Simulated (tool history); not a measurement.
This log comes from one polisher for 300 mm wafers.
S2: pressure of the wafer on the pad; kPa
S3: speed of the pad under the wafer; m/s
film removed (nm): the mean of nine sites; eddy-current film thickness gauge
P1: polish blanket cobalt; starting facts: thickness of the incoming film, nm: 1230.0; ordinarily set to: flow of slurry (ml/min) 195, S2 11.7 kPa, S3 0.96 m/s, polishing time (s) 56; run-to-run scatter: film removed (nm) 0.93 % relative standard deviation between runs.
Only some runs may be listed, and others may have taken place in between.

{"run": 1, "hour": 7.4, "flow of slurry (ml/min)": 195, "S2": 11.7, "S3": 0.96, "polishing time (s)": 56, "film removed (nm)": 272.0}
{"run": 2, "hour": 13.8, "flow of slurry (ml/min)": 195, "S2": 11.7, "S3": 1.34, "polishing time (s)": 56, "film removed (nm)": 374.6}
{"run": 3, "hour": 19.1, "flow of slurry (ml/min)": 195, "S2": 11.7, "S3": 0.96, "polishing time (s)": 56, "film removed (nm)": 271.62}
{"run": 4, "hour": 23.6, "flow of slurry (ml/min)": 195, "S2": 11.7, "S3": 0.52, "polishing time (s)": 56, "film removed (nm)": 148.12}
{"run": 5, "hour": 28.0, "flow of slurry (ml/min)": 195, "S2": 16.5, "S3": 1.26, "polishing time (s)": 56, "film removed (nm)": 501.25}
{"run": 6, "hour": 34.3, "flow of slurry (ml/min)": 195, "S2": 11.7, "S3": 0.96, "polishing time (s)": 56, "film removed (nm)": 267.19}
{"run": 7, "hour": 39.3, "flow of slurry (ml/min)": 115, "S2": 11.7, "S3": 0.96, "polishing time (s)": 56, "film removed (nm)": 252.96}
{"run": 8, "hour": 47.4, "flow of slurry (ml/min)": 270, "S2": 11.7, "S3": 0.96, "polishing time (s)": 56, "film removed (nm)": 283.92}
{"run": 9, "hour": 52.1, "flow of slurry (ml/min)": 195, "S2": 11.7, "S3": 0.96, "polishing time (s)": 39, "film removed (nm)": 190.78}
{"run": 10, "hour": 60.4, "flow of slurry (ml/min)": 195, "S2": 11.7, "S3": 0.96, "polishing time (s)": 56, "film removed (nm)": 274.7}
{"run": 11, "hour": 66.4, "flow of slurry (ml/min)": 195, "S2": 7.6, "S3": 0.96, "polishing time (s)": 56, "film removed (nm)": 176.0}
{"run": 12, "hour": 71.1, "flow of slurry (ml/min)": 195, "S2": 11.7, "S3": 0.96, "polishing time (s)": 56, "film removed (nm)": 273.22}
{"run": 13, "hour": 79.0, "flow of slurry (ml/min)": 195, "S2": 11.7, "S3": 0.96, "polishing time (s)": 82, "film removed (nm)": 399.76}
{"run": 14, "hour": 84.4, "flow of slurry (ml/min)": 195, "S2": 18.6, "S3": 0.96, "polishing time (s)": 56, "film removed (nm)": 439.45}
{"run": 15, "hour": 89.8, "flow of slurry (ml/min)": 260, "S2": 11.7, "S3": 1.38, "polishing time (s)": 56, "film removed (nm)": 408.72}
{"run": 16, "hour": 98.7, "flow of slurry (ml/min)": 195, "S2": 11.7, "S3": 0.54, "polishing time (s)": 88, "film removed (nm)": 240.38}
{"run": 17, "hour": 103.3, "flow of slurry (ml/min)": 195, "S2": 11.7, "S3": 0.96, "polishing time (s)": 56, "film removed (nm)": 271.34}
{"run": 18, "hour": 107.2, "flow of slurry (ml/min)": 195, "S2": 11.7, "S3": 0.96, "polishing time (s)": 56, "film removed (nm)": 270.05}
{"run": 19, "hour": 113.9, "flow of slurry (ml/min)": 195, "S2": 11.7, "S3": 0.96, "polishing time (s)": 56, "film removed (nm)": 260.24}
{"run": 20, "hour": 122.6, "flow of slurry (ml/min)": 195, "S2": 11.7, "S3": 0.96, "polishing time (s)": 56, "film removed (nm)": 256.65}
{"run": 21, "hour": 128.1, "flow of slurry (ml/min)": 195, "S2": 11.7, "S3": 0.96, "polishing time (s)": 56, "film removed (nm)": 255.6}
{"run": 22, "hour": 134.3, "flow of slurry (ml/min)": 195, "S2": 11.7, "S3": 0.96, "polishing time (s)": 56, "film removed (nm)": 253.63}
{"run": 23, "hour": 141.0, "flow of slurry (ml/min)": 195, "S2": 11.7, "S3": 0.96, "polishing time (s)": 56, "film removed (nm)": 248.71}
{"hour": 143.1, "done": "worn pad replaced by a new one"}
{"run": 24, "hour": 145.6, "flow of slurry (ml/min)": 195, "S2": 11.7, "S3": 0.96, "polishing time (s)": 56, "film removed (nm)": 248.85}
{"run": 25, "hour": 151.2, "flow of slurry (ml/min)": 195, "S2": 11.7, "S3": 0.96, "polishing time (s)": 56, "film removed (nm)": 250.75}
{"run": 26, "hour": 157.7, "flow of slurry (ml/min)": 195, "S2": 11.7, "S3": 0.96, "polishing time (s)": 56, "film removed (nm)": 249.46}

Something has made what P1 gives creep away from where it was; the 2 causes below, each at its own stated size, fit the log equally well:
A: slurry flow missing at the pad, % = 38.7
B: head's pressure below its setpoint, % = 8.08
The onset of the drift is placed at about hour 103.3.
The rest of the possible causes, and what rules out each one:
removal rate lost through wear of the pad, %: serviced at hour 143.1, after the change had begun; the process did not return to its earlier output

4 check runs are offered, each on 3 wafers whose results are averaged, their results left as question marks. Which one tells the causes apart?
{"run": "check 1", "hour": 164.2, "flow of slurry (ml/min)": 195, "S2": 18.6, "S3": 0.74, "polishing time (s)": 56, "film removed (nm)": "?"}
{"run": "check 2", "hour": 164.2, "flow of slurry (ml/min)": 195, "S2": 16.5, "S3": 0.66, "polishing time (s)": 56, "film removed (nm)": "?"}
{"run": "check 3", "hour": 164.2, "flow of slurry (ml/min)": 125, "S2": 11.7, "S3": 0.96, "polishing time (s)": 77, "film removed (nm)": "?"}
{"run": "check 4", "hour": 164.2, "flow of slurry (ml/min)": 195, "S2": 15.9, "S3": 0.96, "polishing time (s)": 81, "film removed (nm)": "?"}

Check results expected under each cause:
check=check_1 result=film_removed_(nm) if_A=306.27 if_B=306.21
check=check_2 result=film_removed_(nm) if_A=242.81 if_B=242.76
check=check_3 result=film_removed_(nm) if_A=306.30 if_B=319.15
check=check_4 result=film_removed_(nm) if_A=489.56 if_B=489.47
Gap, in per cent, between the two causes that each check separates least, read from the result that separates them most: check 1 0.02 %; check 2 0.02 %; check 3 4.11 %; check 4 0.02 %
Check 3 tells the causes apart: in the others they would give nearly the same result.

The results of check 3 are: film removed (nm) 316.61. Based on these, which of the listed causes is it?

The correct cause is B, namely: head's pressure below its setpoint, %.
